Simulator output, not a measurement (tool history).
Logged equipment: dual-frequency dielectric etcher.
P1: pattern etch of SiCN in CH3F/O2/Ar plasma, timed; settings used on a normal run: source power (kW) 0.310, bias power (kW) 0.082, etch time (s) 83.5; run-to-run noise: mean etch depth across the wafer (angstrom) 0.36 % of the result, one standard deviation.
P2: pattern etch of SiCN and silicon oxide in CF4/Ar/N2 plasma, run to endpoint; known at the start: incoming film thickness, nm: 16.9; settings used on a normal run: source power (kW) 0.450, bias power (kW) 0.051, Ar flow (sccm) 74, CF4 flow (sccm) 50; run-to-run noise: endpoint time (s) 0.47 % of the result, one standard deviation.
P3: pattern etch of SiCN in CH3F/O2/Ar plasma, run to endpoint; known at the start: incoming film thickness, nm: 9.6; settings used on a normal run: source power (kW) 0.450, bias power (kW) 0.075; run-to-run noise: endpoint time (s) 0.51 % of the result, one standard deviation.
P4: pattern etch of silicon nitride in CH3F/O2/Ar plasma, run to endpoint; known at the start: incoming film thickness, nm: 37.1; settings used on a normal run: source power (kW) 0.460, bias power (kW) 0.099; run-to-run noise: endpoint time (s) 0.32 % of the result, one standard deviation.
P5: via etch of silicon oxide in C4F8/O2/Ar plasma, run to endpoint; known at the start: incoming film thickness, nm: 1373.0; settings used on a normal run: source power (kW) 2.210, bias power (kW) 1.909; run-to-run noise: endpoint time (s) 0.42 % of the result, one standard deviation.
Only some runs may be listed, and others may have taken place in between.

run	day	process that ran	source power (kW)	bias power (kW)	etch time (s)	Ar flow (sccm)	CF4 flow (sccm)	hours since the last wet clean	hours since the last source power generator calibration	hours since the last bias power generator calibration	mean etch depth across the wafer (angstrom)	endpoint time (s)
1	0.225	P1	0.310	0.082	83.5			156.0	2393.9	862.1	294.13	
2	0.417	P5	2.210	2.703				160.6	2398.5	866.7		235.440
3	0.654	P2	0.450	0.051		74	50	166.3	2404.2	872.4		21.637
4	0.883	P1	0.310	0.082	83.5			171.8	2409.7	877.9	294.15	
5	1.162	P4	0.460	0.099				178.5	2416.4	884.6		45.243
6	1.388	P4	0.460	0.099				183.9	2421.8	890.0		45.312
7	1.667	P1	0.310	0.108	54.0			190.6	2428.5	896.7	210.30	
8	1.838	P1	0.310	0.099	83.5			194.7	2432.6	900.8	315.21	
9	2.042	P1	0.310	0.082	109.0			199.6	2437.5	905.7	382.62	
10	2.308	P2	0.620	0.051		74	50	206.0	2443.9	912.1		16.314
11	2.454	P1	0.310	0.082	83.5			209.5	2447.4	915.6	293.38	
12	2.671	P1	0.420	0.082	83.5			214.7	2452.6	920.8	329.62	
13	2.967	P2	0.450	0.051		74	50	221.8	2459.7	927.9		21.925
14	3.125	P4	0.270	0.099				225.6	2463.5	931.7		55.172
15	3.329	P1	0.310	0.063	83.5			230.5	2468.4	936.6	267.65	
16	3.467	P2	0.450	0.064		74	50	233.8	2471.7	939.9		20.320
17	3.762	P1	0.310	0.111	61.0			240.9	2478.8	947.0	239.70	
18	3.912	P5	1.350	1.909				244.5	2482.4	950.6		317.090
19	4.167	P3	0.450	0.098				250.6	2488.5	956.7		22.086
20	4.429	P1	0.310	0.082	83.5			256.9	2494.8	963.0	292.55	
21	4.625	P3	0.620	0.075				261.6	2499.5	967.7		21.385
22	4.892	P3	0.450	0.075				268.0	2505.9	974.1		24.361
23	5.175	P1	0.210	0.082	83.5			274.8	2512.7	980.9	256.00	
24	5.488	P1	0.310	0.082	83.5			282.3	2520.2	988.4	293.46	
25	5.662	P1	0.310	0.082	48.0			286.5	2524.4	992.6	168.36	
26	5.875	P5	2.210	1.909				291.6	2529.5	997.7		259.390
27	6.179	P1	0.200	0.063	83.5			298.9	2536.8	1005.0	225.57	
28	6.492	P4	0.460	0.061				306.4	2544.3	1012.5		53.214
29	6.692	P2	0.450	0.051		74	63	311.2	2549.1	1017.3		20.995
30	6.967	P2	0.450	0.051		102	50	317.8	2555.7	1023.9		23.171
31	7.258	P1	0.310	0.082	83.5			324.8	2562.7	1030.9	293.37	
32	7.521	P1	0.310	0.082	83.5			331.1	2569.0	1037.2	297.41	
33	7.717	P1	0.310	0.082	83.5			335.8	2573.7	1041.9	297.99	
34	7.946	P1	0.310	0.082	83.5			341.3	2579.2	1047.4	301.17	
# day 8.171: wet clean of the chamber
35	8.179	P1	0.310	0.082	83.5			0.3	2584.8	1053.0	297.31	
36	8.479	P1	0.310	0.082	83.5			7.5	2592.0	1060.2	297.73	
37	8.621	P1	0.310	0.082	83.5			10.9	2595.4	1063.6	299.36	

What P1 gives has crept off from where it sat before. The 2 causes that follow fit the log equally well, each at the size noted:
A: source power that arrives over what is set, % = 4.99
B: bias power that arrives over what is set, % = 4.99
The drift started at roughly day 7.258.
What rules out each remaining cause:
chamber walls in a state that raises the etch rate, %: serviced at day 8.171, after the change had begun; the process did not return to its earlier output

The 4 check runs listed below each average the results of 2 wafers, and their outcomes are marked with question marks. Under which run would the listed causes produce clearly different results?
check 1	8.762	P2	0.610	0.051		99	50					?
check 2	8.762	P4	0.300	0.099								?
check 3	8.762	P3	0.610	0.096								?
check 4	8.762	P5	1.410	2.661								?

Expected result of each check under each candidate cause:
check	result	if A	if B
check 1	endpoint time (s)	16.848	17.318
check 2	endpoint time (s)	51.999	51.989
check 3	endpoint time (s)	19.479	19.486
check 4	endpoint time (s)	276.000	277.050
Smallest distance between any two causes, each pair judged by its most separating result, in per cent: check 1 2.75 %; check 2 0.02 %; check 3 0.04 %; check 4 0.38 %
Only check 1 tells the causes apart: in the others they would give nearly the same result.

The results of check 1 are: endpoint time (s) 16.925. Based on these, which of the listed causes is it?

The correct cause is A, namely: source power that arrives over what is set, %.

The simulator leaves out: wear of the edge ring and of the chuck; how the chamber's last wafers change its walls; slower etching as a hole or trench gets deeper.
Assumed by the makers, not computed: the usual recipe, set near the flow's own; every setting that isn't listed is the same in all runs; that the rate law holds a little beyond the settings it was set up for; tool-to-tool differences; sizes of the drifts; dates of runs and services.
